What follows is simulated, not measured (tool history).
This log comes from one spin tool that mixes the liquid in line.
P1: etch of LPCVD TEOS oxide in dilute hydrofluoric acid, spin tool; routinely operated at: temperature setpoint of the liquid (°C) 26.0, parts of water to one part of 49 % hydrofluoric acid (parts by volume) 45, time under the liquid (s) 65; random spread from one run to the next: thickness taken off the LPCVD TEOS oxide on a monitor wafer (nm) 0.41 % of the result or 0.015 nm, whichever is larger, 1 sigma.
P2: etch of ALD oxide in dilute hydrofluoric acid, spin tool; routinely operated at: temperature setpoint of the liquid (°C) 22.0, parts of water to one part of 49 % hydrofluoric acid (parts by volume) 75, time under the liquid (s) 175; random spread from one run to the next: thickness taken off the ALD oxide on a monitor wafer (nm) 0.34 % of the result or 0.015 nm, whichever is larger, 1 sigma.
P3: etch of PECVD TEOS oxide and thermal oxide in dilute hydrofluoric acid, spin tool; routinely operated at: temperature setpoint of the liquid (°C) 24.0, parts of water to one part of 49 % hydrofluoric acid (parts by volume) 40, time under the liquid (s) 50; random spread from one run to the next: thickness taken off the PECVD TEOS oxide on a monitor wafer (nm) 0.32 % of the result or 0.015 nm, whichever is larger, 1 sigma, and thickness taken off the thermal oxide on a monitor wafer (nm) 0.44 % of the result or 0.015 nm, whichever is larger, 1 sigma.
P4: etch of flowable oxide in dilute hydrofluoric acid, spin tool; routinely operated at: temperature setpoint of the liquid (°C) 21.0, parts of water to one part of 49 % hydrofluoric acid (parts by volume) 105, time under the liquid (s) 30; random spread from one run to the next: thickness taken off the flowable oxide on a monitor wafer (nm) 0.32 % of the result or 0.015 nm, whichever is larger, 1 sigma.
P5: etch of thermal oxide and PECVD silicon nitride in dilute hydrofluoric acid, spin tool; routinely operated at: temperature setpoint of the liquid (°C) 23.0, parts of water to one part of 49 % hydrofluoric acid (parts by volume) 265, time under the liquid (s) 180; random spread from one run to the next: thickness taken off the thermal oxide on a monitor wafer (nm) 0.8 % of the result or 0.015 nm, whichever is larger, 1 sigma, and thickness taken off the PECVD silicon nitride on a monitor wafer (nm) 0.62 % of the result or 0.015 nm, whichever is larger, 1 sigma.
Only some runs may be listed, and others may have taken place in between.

run,hour,process that ran,temperature setpoint of the liquid (°C),parts of water to one part of 49 % hydrofluoric acid (parts by volume),time under the liquid (s),hours since the thermometer was replaced,hours since the hydrofluoric acid flow meter was replaced,thickness taken off the LPCVD TEOS oxide on a monitor wafer (nm),thickness taken off the ALD oxide on a monitor wafer (nm),thickness taken off the PECVD TEOS oxide on a monitor wafer (nm),thickness taken off the thermal oxide on a monitor wafer (nm),thickness taken off the PECVD silicon nitride on a monitor wafer (nm),thickness taken off the flowable oxide on a monitor wafer (nm)
1,4.6,P1,26.0,45,65,804.8,853.4,42.3040,,,,,
2,8.1,P1,26.0,45,65,808.3,856.9,42.6020,,,,,
3,13.7,P2,22.0,75,175,813.9,862.5,,22.562,,,,
4,16.4,P3,24.0,40,15,816.6,865.2,,,3.9111,1.8861,,
5,19.7,P1,26.0,45,65,819.9,868.5,42.3930,,,,,
6,23.9,P3,24.0,40,50,824.1,872.7,,,13.0720,6.3577,,
7,28.5,P5,28.0,265,180,828.7,877.3,,,,2.9828,4.3988,
8,32.8,P4,21.0,105,30,833.0,881.6,,,,,,14.4400
9,36.8,P1,21.5,45,65,837.0,885.6,35.1020,,,,,
10,40.2,P1,26.0,45,100,840.4,889.0,65.2910,,,,,
11,43.3,P1,26.0,45,65,843.5,892.1,42.2270,,,,,
12,48.8,P2,22.0,120,175,849.0,897.6,,13.475,,,,
13,52.1,P2,22.0,75,285,852.3,900.9,,37.081,,,,
14,56.4,P5,23.0,265,180,856.6,905.2,,,,2.5176,3.2295,
15,61.6,P5,23.0,265,85,861.8,910.4,,,,1.1673,1.5111,
16,66.7,P4,21.0,170,30,866.9,915.5,,,,,,8.3152
17,70.8,P1,26.0,70,65,871.0,919.6,26.3310,,,,,
18,75.9,P1,26.0,45,65,876.1,924.7,42.1110,,,,,
19,80.6,P2,22.0,75,175,880.8,929.4,,22.613,,,,
20,83.5,P4,17.0,105,30,883.7,932.3,,,,,,12.2310
21,87.3,P5,23.0,80,180,887.5,936.1,,,,10.2610,10.4770,
22,91.1,P3,24.0,20,50,891.3,939.9,,,26.9150,13.1040,,
23,95.2,P1,21.0,45,40,895.4,944.0,21.1030,,,,,
24,100.4,P3,31.0,40,50,900.6,949.2,,,17.2880,8.4734,,
25,104.4,P2,18.0,75,175,904.6,953.2,,19.252,,,,
26,108.8,P1,26.0,20,65,909.0,957.6,98.8190,,,,,
27,111.3,P4,21.0,105,45,911.5,960.1,,,,,,21.7320
28,115.4,P1,26.0,45,15,915.6,964.2,9.8249,,,,,
29,120.9,P1,26.0,45,65,921.1,969.7,42.2500,,,,,
30,126.0,P1,34.0,45,65,926.2,974.8,57.9930,,,,,
31,128.9,P1,26.0,45,65,929.1,977.7,42.4060,,,,,
32,134.4,P1,26.0,45,65,934.6,983.2,40.3310,,,,,
33,138.9,P1,26.0,45,65,939.1,987.7,39.6080,,,,,
34,141.4,P1,26.0,45,65,941.6,990.2,39.1860,,,,,
35,146.5,P1,26.0,45,65,946.7,995.3,39.5790,,,,,
36,149.9,P1,26.0,45,65,950.1,998.7,39.1710,,,,,
37,154.3,P1,26.0,45,65,954.5,1003.1,38.8520,,,,,

P1 has crept away from where it was. The log is fitted equally well by each of these 2 causes, at the sizes shown:
A: hydrofluoric acid flow below the setpoint (%) = 7.19
B: liquid colder than its thermometer reads (K) = 1.95
The onset of the drift is placed at about hour 128.9.

4 check runs are offered, each on 2 wafers whose results are averaged, their results left as question marks. Which one tells the causes apart?
check 1,158.7,P4,21.0,105,30,,,,,,,,?
check 2,158.7,P2,22.0,75,175,,,,?,,,,
check 3,158.7,P5,23.0,265,180,,,,,,?,?,
check 4,158.7,P3,24.0,40,50,,,,,?,?,,

What every check run would give for each of its results, assuming each possible cause in turn:
check,result,if A,if B
check 1,thickness taken off the flowable oxide on a monitor wafer (nm),13.3300,13.3830
check 2,thickness taken off the ALD oxide on a monitor wafer (nm),20.862,20.881
check 3,thickness taken off the thermal oxide on a monitor wafer (nm),2.2874,2.3424
check 3,thickness taken off the PECVD silicon nitride on a monitor wafer (nm),3.0165,2.8714
check 4,thickness taken off the PECVD TEOS oxide on a monitor wafer (nm),12.0580,12.0250
check 4,thickness taken off the thermal oxide on a monitor wafer (nm),5.8965,5.8805
Per-check spread between the two closest causes, in the result where they differ most: check 1 0.39 %; check 2 0.09 %; check 3 4.93 %; check 4 0.27 %
The causes can be told apart only by check 3. The other checks would give nearly the same results under each of them.

Check 3 was then run and gave: thickness taken off the thermal oxide on a monitor wafer (nm) 2.3336; thickness taken off the PECVD silicon nitride on a monitor wafer (nm) 2.8732. Which cause is it?

The cause is B: liquid colder than its thermometer reads (K).
